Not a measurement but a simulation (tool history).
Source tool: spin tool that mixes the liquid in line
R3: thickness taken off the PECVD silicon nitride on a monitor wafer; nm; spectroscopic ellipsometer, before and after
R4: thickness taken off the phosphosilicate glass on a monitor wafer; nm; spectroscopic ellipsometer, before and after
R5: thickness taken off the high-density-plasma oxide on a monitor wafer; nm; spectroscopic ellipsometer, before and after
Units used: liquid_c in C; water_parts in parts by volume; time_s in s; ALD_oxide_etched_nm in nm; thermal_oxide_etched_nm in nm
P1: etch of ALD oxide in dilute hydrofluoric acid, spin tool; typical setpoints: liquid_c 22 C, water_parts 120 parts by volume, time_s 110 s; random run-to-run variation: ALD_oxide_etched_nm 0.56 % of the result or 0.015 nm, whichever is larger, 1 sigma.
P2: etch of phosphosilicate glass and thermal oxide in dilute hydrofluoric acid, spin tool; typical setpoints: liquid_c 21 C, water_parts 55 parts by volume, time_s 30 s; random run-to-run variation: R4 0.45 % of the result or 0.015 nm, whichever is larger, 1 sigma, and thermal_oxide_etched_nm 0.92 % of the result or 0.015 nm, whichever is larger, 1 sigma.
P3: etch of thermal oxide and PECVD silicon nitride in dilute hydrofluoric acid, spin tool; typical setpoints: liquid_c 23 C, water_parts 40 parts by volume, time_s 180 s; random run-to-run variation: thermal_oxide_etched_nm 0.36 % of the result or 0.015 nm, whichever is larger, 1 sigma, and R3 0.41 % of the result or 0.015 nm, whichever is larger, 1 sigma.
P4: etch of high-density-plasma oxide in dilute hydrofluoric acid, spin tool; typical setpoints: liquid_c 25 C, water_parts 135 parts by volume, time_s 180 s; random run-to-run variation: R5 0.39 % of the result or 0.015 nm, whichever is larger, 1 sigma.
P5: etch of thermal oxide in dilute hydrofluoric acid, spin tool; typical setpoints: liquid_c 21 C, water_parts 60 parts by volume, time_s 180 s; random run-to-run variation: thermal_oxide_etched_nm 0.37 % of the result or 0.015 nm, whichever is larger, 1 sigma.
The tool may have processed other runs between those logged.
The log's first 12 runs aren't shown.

run 13 day=4.946 | process=P1 liquid_c=17 water_parts=120 time_s=110 | ALD_oxide_etched_nm=14.381
run 14 day=5.4 | process=P5 liquid_c=21 water_parts=60 time_s=290 | thermal_oxide_etched_nm=21.861
run 15 day=5.75 | process=P5 liquid_c=21 water_parts=60 time_s=180 | thermal_oxide_etched_nm=13.583
run 16 day=6.188 | process=P4 liquid_c=18.5 water_parts=135 time_s=180 | R5=6.9153
run 17 day=6.662 | process=P2 liquid_c=17 water_parts=55 time_s=30 | thermal_oxide_etched_nm=2.1209 R4=31.769
run 18 day=7.067 | process=P5 liquid_c=17 water_parts=60 time_s=180 | thermal_oxide_etched_nm=11.523
run 19 day=7.35 | process=P5 liquid_c=21 water_parts=105 time_s=180 | thermal_oxide_etched_nm=7.3149
run 20 day=7.75 | process=P1 liquid_c=26 water_parts=120 time_s=110 | ALD_oxide_etched_nm=20.706
run 21 day=8.033 | process=P2 liquid_c=21 water_parts=55 time_s=65 | thermal_oxide_etched_nm=5.4296 R4=81.448
run 22 day=8.312 | process=P1 liquid_c=22 water_parts=120 time_s=110 | ALD_oxide_etched_nm=17.68
run 23 day=8.779 | process=P2 liquid_c=21 water_parts=55 time_s=30 | thermal_oxide_etched_nm=2.5194 R4=37.736
run 24 day=9.067 | process=P1 liquid_c=22 water_parts=120 time_s=205 | ALD_oxide_etched_nm=32.55
run 25 day=9.446 | process=P1 liquid_c=17 water_parts=165 time_s=110 | ALD_oxide_etched_nm=10.027
run 26 day=9.967 | process=P3 liquid_c=23 water_parts=20 time_s=180 | thermal_oxide_etched_nm=46.776 R3=40.426
run 27 day=10.262 | process=P1 liquid_c=22 water_parts=120 time_s=110 | ALD_oxide_etched_nm=17.627
run 28 day=10.575 | process=P4 liquid_c=25 water_parts=135 time_s=180 | R5=8.9202
run 29 day=11.033 | process=P1 liquid_c=22 water_parts=120 time_s=110 | ALD_oxide_etched_nm=17.46
run 30 day=11.554 | process=P1 liquid_c=22 water_parts=195 time_s=110 | ALD_oxide_etched_nm=9.9424
run 31 day=11.812 | process=P4 liquid_c=25 water_parts=135 time_s=355 | R5=17.619
run 32 day=12.229 | process=P1 liquid_c=22 water_parts=200 time_s=190 | ALD_oxide_etched_nm=16.749
run 33 day=12.629 | process=P1 liquid_c=22 water_parts=120 time_s=110 | ALD_oxide_etched_nm=17.432
run 34 day=12.954 | process=P1 liquid_c=22 water_parts=120 time_s=110 | ALD_oxide_etched_nm=18.091

Forecast run 35:
run 35 day=13.221 | process=P1 liquid_c=22 water_parts=120 time_s=110 | ALD_oxide_etched_nm=?

{"run 35": {"ALD_oxide_etched_nm": 18.388}}
